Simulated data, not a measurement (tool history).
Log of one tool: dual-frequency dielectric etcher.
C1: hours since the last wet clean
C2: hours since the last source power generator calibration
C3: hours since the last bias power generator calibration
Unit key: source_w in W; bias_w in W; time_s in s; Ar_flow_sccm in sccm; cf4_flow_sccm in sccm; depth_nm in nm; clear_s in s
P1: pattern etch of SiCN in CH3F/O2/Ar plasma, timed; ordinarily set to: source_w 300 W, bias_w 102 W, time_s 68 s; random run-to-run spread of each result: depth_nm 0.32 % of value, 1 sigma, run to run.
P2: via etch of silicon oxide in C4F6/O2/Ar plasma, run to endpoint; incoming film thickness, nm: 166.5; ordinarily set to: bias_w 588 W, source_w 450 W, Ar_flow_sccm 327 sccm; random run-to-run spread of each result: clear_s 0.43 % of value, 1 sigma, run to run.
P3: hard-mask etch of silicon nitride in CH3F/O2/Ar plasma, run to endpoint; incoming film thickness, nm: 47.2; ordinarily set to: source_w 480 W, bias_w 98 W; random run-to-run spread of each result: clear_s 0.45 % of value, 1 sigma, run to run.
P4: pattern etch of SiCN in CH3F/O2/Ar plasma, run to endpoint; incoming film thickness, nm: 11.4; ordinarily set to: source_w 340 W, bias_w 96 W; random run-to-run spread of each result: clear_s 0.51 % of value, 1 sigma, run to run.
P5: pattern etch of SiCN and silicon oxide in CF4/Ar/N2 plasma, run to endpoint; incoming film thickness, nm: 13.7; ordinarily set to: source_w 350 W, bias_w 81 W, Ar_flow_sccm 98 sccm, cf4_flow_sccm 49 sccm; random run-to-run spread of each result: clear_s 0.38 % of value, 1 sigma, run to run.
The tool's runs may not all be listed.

run 1 day=0.179 | process=P1 source_w=300 bias_w=102 time_s=68 | C1=393.2 C2=426.1 C3=1608.3 | depth_nm=25.797
run 2 day=0.571 | process=P5 source_w=350 bias_w=81 Ar_flow_sccm=68 cf4_flow_sccm=49 | C1=402.6 C2=435.5 C3=1617.7 | clear_s=19.107
run 3 day=0.796 | process=P2 source_w=620 bias_w=588 Ar_flow_sccm=327 | C1=408 C2=440.9 C3=1623.1 | clear_s=29.047
run 4 day=1.075 | process=P5 source_w=350 bias_w=81 Ar_flow_sccm=98 cf4_flow_sccm=49 | C1=414.7 C2=447.6 C3=1629.8 | clear_s=20.233
run 5 day=1.392 | process=P3 source_w=480 bias_w=98 | C1=422.3 C2=455.2 C3=1637.4 | clear_s=55.592
run 6 day=1.675 | process=P2 source_w=450 bias_w=733 Ar_flow_sccm=327 | C1=429.1 C2=462 C3=1644.2 | clear_s=29.959
run 7 day=2.058 | process=P4 source_w=220 bias_w=96 | C1=438.3 C2=471.2 C3=1653.4 | clear_s=33.422
run 8 day=2.408 | process=P1 source_w=410 bias_w=102 time_s=68 | C1=446.7 C2=479.6 C3=1661.8 | depth_nm=28.822
run 9 day=2.683 | process=P1 source_w=300 bias_w=102 time_s=68 | C1=453.3 C2=486.2 C3=1668.4 | depth_nm=25.63
run 10 day=2.95 | process=P5 source_w=350 bias_w=102 Ar_flow_sccm=98 cf4_flow_sccm=49 | C1=459.7 C2=492.6 C3=1674.8 | clear_s=18.56
run 11 day=3.188 | process=P2 source_w=450 bias_w=588 Ar_flow_sccm=327 | C1=465.4 C2=498.3 C3=1680.5 | clear_s=32.678
run 12 day=3.488 | process=P1 source_w=390 bias_w=73 time_s=68 | C1=472.6 C2=505.5 C3=1687.7 | depth_nm=24.938
run 13 day=3.762 | process=P5 source_w=350 bias_w=81 Ar_flow_sccm=98 cf4_flow_sccm=64 | C1=479.2 C2=512.1 C3=1694.3 | clear_s=19.509
run 14 day=3.929 | process=P1 source_w=300 bias_w=59 time_s=68 | C1=483.2 C2=516.1 C3=1698.3 | depth_nm=20.967
run 15 day=4.154 | process=P4 source_w=340 bias_w=96 | C1=488.6 C2=521.5 C3=1703.7 | clear_s=28.475
run 16 day=4.454 | process=P1 source_w=300 bias_w=102 time_s=37.5 | C1=495.8 C2=528.7 C3=1710.9 | depth_nm=14.097
run 17 day=4.621 | process=P5 source_w=220 bias_w=81 Ar_flow_sccm=98 cf4_flow_sccm=49 | C1=499.8 C2=532.7 C3=1714.9 | clear_s=30.417
run 18 day=4.942 | process=P1 source_w=300 bias_w=138 time_s=68 | C1=507.5 C2=540.4 C3=1722.6 | depth_nm=28.85
run 19 day=5.262 | process=P3 source_w=480 bias_w=130 | C1=515.2 C2=548.1 C3=1730.3 | clear_s=50.296
run 20 day=5.571 | process=P3 source_w=640 bias_w=98 | C1=522.6 C2=555.5 C3=1737.7 | clear_s=50.082
run 21 day=5.912 | process=P2 source_w=450 bias_w=588 Ar_flow_sccm=209 | C1=530.8 C2=563.7 C3=1745.9 | clear_s=31.299
run 22 day=6.125 | process=P1 source_w=220 bias_w=102 time_s=68 | C1=535.9 C2=568.8 C3=1751 | depth_nm=22.968
run 23 day=6.358 | process=P2 source_w=450 bias_w=588 Ar_flow_sccm=327 | C1=541.5 C2=574.4 C3=1756.6 | clear_s=33.099
run 24 day=6.596 | process=P1 source_w=300 bias_w=102 time_s=68 | C1=547.2 C2=580.1 C3=1762.3 | depth_nm=25.746
run 25 day=6.975 | process=P4 source_w=340 bias_w=134 | C1=556.3 C2=589.2 C3=1771.4 | clear_s=25.068
run 26 day=7.308 | process=P1 source_w=300 bias_w=102 time_s=92.5 | C1=564.3 C2=597.2 C3=1779.4 | depth_nm=35.158
run 27 day=7.571 | process=P1 source_w=300 bias_w=102 time_s=68 | C1=570.6 C2=603.5 C3=1785.7 | depth_nm=25.785
run 28 day=7.821 | process=P1 source_w=300 bias_w=102 time_s=68 | C1=576.6 C2=609.5 C3=1791.7 | depth_nm=25.734
run 29 day=8.212 | process=P1 source_w=300 bias_w=102 time_s=68 | C1=586 C2=618.9 C3=1801.1 | depth_nm=25.926
run 30 day=8.421 | process=P1 source_w=300 bias_w=102 time_s=68 | C1=591 C2=623.9 C3=1806.1 | depth_nm=25.898
-- day=8.529 wet clean of the chamber
run 31 day=8.621 | process=P1 source_w=300 bias_w=102 time_s=68 | C1=2.2 C2=628.7 C3=1810.9 | depth_nm=26.021
run 32 day=8.912 | process=P1 source_w=300 bias_w=102 time_s=68 | C1=9.2 C2=635.7 C3=1817.9 | depth_nm=26.083
run 33 day=9.154 | process=P1 source_w=300 bias_w=102 time_s=68 | C1=15 C2=641.5 C3=1823.7 | depth_nm=26.122
run 34 day=9.362 | process=P1 source_w=300 bias_w=102 time_s=68 | C1=20 C2=646.5 C3=1828.7 | depth_nm=26.119
run 35 day=9.75 | process=P1 source_w=300 bias_w=102 time_s=68 | C1=29.3 C2=655.8 C3=1838 | depth_nm=26.312

The log shows P1 creeping away from where it was. Any of the 2 causes listed here, at the size stated for it, fits the log just as well as the others:
A: source power that arrives over what is set, % = 4.71
B: bias power that arrives over what is set, % = 4.46
The process output started creeping at around day 7.821.
Why every other cause is out:
chamber walls in a state that raises the etch rate, %: was serviced at day 8.529, once the creep was under way, yet the earlier output never came back

You are offered 4 check runs, listed below with question marks in place of their results; each one averages 2 wafers. Which run separates the listed causes by giving clearly different results for each?
run check 1 day=10.138 | process=P5 source_w=230 bias_w=81 Ar_flow_sccm=98 cf4_flow_sccm=62 | clear_s=?
run check 2 day=10.138 | process=P4 source_w=220 bias_w=114 | clear_s=?
run check 3 day=10.138 | process=P3 source_w=640 bias_w=124 | clear_s=?
run check 4 day=10.138 | process=P2 source_w=450 bias_w=588 Ar_flow_sccm=271 | clear_s=?

What each check would give under each cause:
check=check_1 result=clear_s if_A=27.139 if_B=27.802
check=check_2 result=clear_s if_A=30.66 if_B=30.637
check=check_3 result=clear_s if_A=45.204 if_B=45.243
check=check_4 result=clear_s if_A=31.605 if_B=31.613
Per-check spread between the two closest causes, in the result where they differ most: check 1 2.41 %; check 2 0.07 %; check 3 0.09 %; check 4 0.03 %
Only check 1 tells the causes apart: in the others they would give nearly the same result.

After running check 1, the following was obtained: clear_s 27.113 s. Which cause does this point to?

Of the candidate causes, it is A: source power that arrives over what is set, %.
